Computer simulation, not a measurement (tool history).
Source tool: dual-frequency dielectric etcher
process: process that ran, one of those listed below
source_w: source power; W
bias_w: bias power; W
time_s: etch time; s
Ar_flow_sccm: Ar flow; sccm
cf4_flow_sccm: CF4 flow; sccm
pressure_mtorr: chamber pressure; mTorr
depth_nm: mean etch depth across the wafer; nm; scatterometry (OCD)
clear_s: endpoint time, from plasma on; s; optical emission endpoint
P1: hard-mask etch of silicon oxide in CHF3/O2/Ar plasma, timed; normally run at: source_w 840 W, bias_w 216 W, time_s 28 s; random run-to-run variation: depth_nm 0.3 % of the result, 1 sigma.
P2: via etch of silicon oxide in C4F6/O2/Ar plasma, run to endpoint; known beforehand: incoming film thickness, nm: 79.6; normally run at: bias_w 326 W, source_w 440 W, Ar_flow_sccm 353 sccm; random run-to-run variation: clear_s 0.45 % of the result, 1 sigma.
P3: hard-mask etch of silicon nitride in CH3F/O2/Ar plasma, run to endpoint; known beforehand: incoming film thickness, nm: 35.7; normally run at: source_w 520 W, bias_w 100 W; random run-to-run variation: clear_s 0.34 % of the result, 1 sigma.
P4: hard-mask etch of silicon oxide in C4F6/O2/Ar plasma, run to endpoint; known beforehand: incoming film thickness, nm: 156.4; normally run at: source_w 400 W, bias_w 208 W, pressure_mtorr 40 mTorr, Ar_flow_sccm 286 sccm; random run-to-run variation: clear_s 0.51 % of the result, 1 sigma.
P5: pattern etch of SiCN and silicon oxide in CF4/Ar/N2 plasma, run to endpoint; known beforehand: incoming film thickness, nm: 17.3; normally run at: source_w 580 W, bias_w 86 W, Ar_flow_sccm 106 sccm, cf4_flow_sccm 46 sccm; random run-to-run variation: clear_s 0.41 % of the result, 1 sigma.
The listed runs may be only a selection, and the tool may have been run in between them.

run   hour  process  source_w  bias_w  time_s  Ar_flow_sccm  cf4_flow_sccm  pressure_mtorr  hours since the last wet clean  hours since the last source power generator calibration  hours since the last bias power generator calibration  depth_nm  clear_s
  1    8.7       P1       840     216      28                                                                        391.2                                                   1413.5                                                    759    65.672
  2   16.2       P2       440     326                   461                                                          398.7                                                     1421                                                  766.5             21.402
  3   21.2       P1       840     216      35                                                                        403.7                                                     1426                                                  771.5    81.833
  4     29       P1       840     126      28                                                                        411.5                                                   1433.8                                                  779.3    55.017
  5   34.7       P5       580      86                   106             46                                           417.2                                                   1439.5                                                    785             16.594
  6   42.1       P1       840     256      28                                                                        424.6                                                   1446.9                                                  792.4    69.634
  7   51.1       P2       440     204                   353                                                          433.6                                                   1455.9                                                  801.4             24.172
  8     56       P1       840     277    20.5                                                                        438.5                                                   1460.8                                                  806.3    52.455
      57.2  -- wet clean of the chamber
  9   61.9       P2       570     326                   353                                                            4.7                                                   1466.7                                                  812.2             18.839
 10   66.7       P5       810      86                   106             46                                             9.5                                                   1471.5                                                    817             12.303
 11   75.7       P3       520     100                                                                                 18.5                                                   1480.5                                                    826             43.371
 12   83.2       P4       400     208                   286                             40                              26                                                     1488                                                  833.5             47.831
 13   89.9       P1       840     216      28                                                                         32.7                                                   1494.7                                                  840.2    65.715
 14   94.9       P1       840     216      28                                                                         37.7                                                   1499.7                                                  845.2    65.671
 15    101       P4       400     280                   286                             40                            43.8                                                   1505.8                                                  851.3             43.002
       106  -- source power generator calibrated
 16  109.5       P1       840     268      34                                                                         52.3                                                      3.6                                                  859.8    85.678
 17  114.4       P4       400     208                   169                             40                            57.2                                                      8.5                                                  864.7             45.168
 18  123.7       P3       380     100                                                                                 66.5                                                     17.8                                                    874             48.614
 19  131.3       P5       580      86                   106             58                                            74.1                                                     25.4                                                  881.6             16.069
 20  137.6       P1      1010     216      28                                                                         80.4                                                     31.7                                                  887.9    70.183
 21  146.4       P3       520     128                                                                                 89.2                                                     40.5                                                  896.7             39.673
 22  152.6       P5       580      86                    64             46                                            95.4                                                     46.7                                                  902.9             15.289
 23  162.4       P1       840     216    18.5                                                                        105.2                                                     56.5                                                  912.7    43.379
 24  168.2       P1       840     216      28                                                                          111                                                     62.3                                                  918.5    65.861
 25  176.2       P5       580      66                   106             46                                             119                                                     70.3                                                  926.5             18.225
 26  185.8       P2       440     326                   353                                                          128.6                                                     79.9                                                  936.1             20.608
 27  193.6       P1       560     216      28                                                                        136.4                                                     87.7                                                  943.9    56.167
 28  200.1       P4       400     208                   286                           30.5                           142.9                                                     94.2                                                  950.4             46.531
 29  205.2       P4       400     208                   286                             40                             148                                                     99.3                                                  955.5             47.679
 30  213.1       P4       500     208                   286                             40                           155.9                                                    107.2                                                  963.4             43.782
 31  219.3       P1       840     216      28                                                                        162.1                                                    113.4                                                  969.6    65.592
 32  226.3       P1       840     216      28                                                                        169.1                                                    120.4                                                  976.6    64.826
 33  235.4       P1       840     216      28                                                                        178.2                                                    129.5                                                  985.7    64.688
 34  241.8       P1       840     216      28                                                                        184.6                                                    135.9                                                  992.1    64.378
     247.9  -- wet clean of the chamber
 35  248.5       P1       840     216      28                                                                          0.6                                                    142.6                                                  998.8    64.601
 36  255.6       P1       840     216      28                                                                          7.7                                                    149.7                                                 1005.9    64.265
 37  260.3       P1       840     216      28                                                                         12.4                                                    154.4                                                 1010.6    64.705

What P1 gives has crept away from where it was. These 2 causes fit the log equally well, each at the size given:
A: source power that arrives under what is set, % = 4.13
B: bias power that arrives under what is set, % = 4.63
The process output started creeping at around hour 219.3.
Why every other cause is out:
chamber walls in a state that lowers the etch rate, %: maintenance at hour 247.9, after the shift began, did not return the process to its former output

Which of the 4 check runs listed below, each an average over 2 wafers with its results shown as question marks, gives clearly different results under the different listed causes?
check 1   265       P4       400     272                   197                             40                                                                                                                                                                  ?
check 2   265       P3       520     119                                                                                                                                                                                                                       ?
check 3   265       P5       790      86                   106             57                                                                                                                                                                                  ?
check 4   265       P2       440     326                   439                                                                                                                                                                                                 ?

What every check run would give for each of its results, assuming each possible cause in turn:
  check   result    if A    if B
check 1  clear_s  42.481  42.488
check 2  clear_s  41.309   41.39
check 3  clear_s  12.646  12.389
check 4  clear_s  21.582  21.593
Per-check spread between the two closest causes, in the result where they differ most: check 1 0.01 %; check 2 0.2 %; check 3 2.05 %; check 4 0.05 %
The causes can be told apart only by check 3. The other checks would give nearly the same results under each of them.

Check 3 was then run and gave: clear_s 12.659 s. Which cause is it?

The correct cause is A, namely: source power that arrives under what is set, %.
